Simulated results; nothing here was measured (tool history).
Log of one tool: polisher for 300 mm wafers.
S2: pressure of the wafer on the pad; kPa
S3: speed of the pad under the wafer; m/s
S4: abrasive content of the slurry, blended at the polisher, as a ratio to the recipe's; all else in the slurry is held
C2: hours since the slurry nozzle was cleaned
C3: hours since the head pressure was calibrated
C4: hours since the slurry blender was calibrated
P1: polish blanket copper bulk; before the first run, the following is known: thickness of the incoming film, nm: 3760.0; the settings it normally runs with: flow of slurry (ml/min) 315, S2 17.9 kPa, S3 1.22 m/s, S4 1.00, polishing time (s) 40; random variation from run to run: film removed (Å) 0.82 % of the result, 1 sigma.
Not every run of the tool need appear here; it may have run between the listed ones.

Run 1, hour 4.1: flow of slurry (ml/min) 315, S2 17.9 kPa, S3 1.22 m/s, S4 1.00, polishing time (s) 40; wafers polished on this pad 217; C2 131.1; C3 845.9; C4 112.5. Result: film removed (Å) 3935.5.
Run 2, hour 7.4: flow of slurry (ml/min) 315, S2 17.9 kPa, S3 1.22 m/s, S4 0.70, polishing time (s) 40; wafers polished on this pad 259; C2 134.4; C3 849.2; C4 115.8. Result: film removed (Å) 3694.6.
Run 3, hour 10.6: flow of slurry (ml/min) 315, S2 17.9 kPa, S3 1.22 m/s, S4 1.00, polishing time (s) 40; wafers polished on this pad 299; C2 137.6; C3 852.4; C4 119.0. Result: film removed (Å) 3980.0.
Run 4, hour 12.9: flow of slurry (ml/min) 315, S2 17.9 kPa, S3 1.22 m/s, S4 1.00, polishing time (s) 40; wafers polished on this pad 328; C2 139.9; C3 854.7; C4 121.3. Result: film removed (Å) 3896.1.
At hour 14.8: head pressure recalibrated.
Run 5, hour 17.9: flow of slurry (ml/min) 315, S2 9.7 kPa, S3 1.22 m/s, S4 1.00, polishing time (s) 40; wafers polished on this pad 391; C2 144.9; C3 3.2; C4 126.3. Result: film removed (Å) 2121.8.
Run 6, hour 21.0: flow of slurry (ml/min) 420, S2 17.9 kPa, S3 1.22 m/s, S4 1.00, polishing time (s) 40; wafers polished on this pad 430; C2 148.0; C3 6.3; C4 129.4. Result: film removed (Å) 4032.2.
Run 7, hour 25.2: flow of slurry (ml/min) 315, S2 17.9 kPa, S3 1.22 m/s, S4 1.00, polishing time (s) 18; wafers polished on this pad 482; C2 152.2; C3 10.5; C4 133.6. Result: film removed (Å) 1764.6.
Run 8, hour 28.1: flow of slurry (ml/min) 315, S2 17.9 kPa, S3 1.22 m/s, S4 1.00, polishing time (s) 40; wafers polished on this pad 519; C2 155.1; C3 13.4; C4 136.5. Result: film removed (Å) 4031.5.
Run 9, hour 33.1: flow of slurry (ml/min) 190, S2 17.9 kPa, S3 1.22 m/s, S4 1.00, polishing time (s) 40; wafers polished on this pad 582; C2 160.1; C3 18.4; C4 141.5. Result: film removed (Å) 3780.7.
Run 10, hour 37.5: flow of slurry (ml/min) 315, S2 27.6 kPa, S3 1.22 m/s, S4 1.00, polishing time (s) 40; wafers polished on this pad 637; C2 164.5; C3 22.8; C4 145.9. Result: film removed (Å) 6146.7.
Run 11, hour 40.9: flow of slurry (ml/min) 315, S2 17.9 kPa, S3 1.76 m/s, S4 1.00, polishing time (s) 54; wafers polished on this pad 680; C2 167.9; C3 26.2; C4 149.3. Result: film removed (Å) 7640.8.
Run 12, hour 44.3: flow of slurry (ml/min) 315, S2 17.9 kPa, S3 1.22 m/s, S4 1.00, polishing time (s) 40; wafers polished on this pad 723; C2 171.3; C3 29.6; C4 152.7. Result: film removed (Å) 3970.3.
Run 13, hour 47.3: flow of slurry (ml/min) 315, S2 17.9 kPa, S3 1.22 m/s, S4 1.00, polishing time (s) 63; wafers polished on this pad 761; C2 174.3; C3 32.6; C4 155.7. Result: film removed (Å) 6186.2.
Run 14, hour 49.7: flow of slurry (ml/min) 315, S2 17.9 kPa, S3 1.22 m/s, S4 0.60, polishing time (s) 18; wafers polished on this pad 791; C2 176.7; C3 35.0; C4 158.1. Result: film removed (Å) 1627.4.
Run 15, hour 52.9: flow of slurry (ml/min) 315, S2 17.9 kPa, S3 0.56 m/s, S4 1.00, polishing time (s) 40; wafers polished on this pad 831; C2 179.9; C3 38.2; C4 161.3. Result: film removed (Å) 1841.6.
Run 16, hour 56.6: flow of slurry (ml/min) 315, S2 17.9 kPa, S3 1.64 m/s, S4 1.00, polishing time (s) 40; wafers polished on this pad 878; C2 183.6; C3 41.9; C4 165.0. Result: film removed (Å) 5357.8.
Run 17, hour 60.4: flow of slurry (ml/min) 315, S2 17.9 kPa, S3 1.22 m/s, S4 1.25, polishing time (s) 40; wafers polished on this pad 925; C2 187.4; C3 45.7; C4 168.8. Result: film removed (Å) 4164.3.

Predict the results of run 18:
Run 18, hour 65.5: flow of slurry (ml/min) 315, S2 17.9 kPa, S3 1.22 m/s, S4 1.00, polishing time (s) 40; wafers polished on this pad 989; C2 192.5; C3 50.8; C4 173.9. Result: film removed (Å) ?.

{"run 18": {"film removed (Å)": 3989.6}}
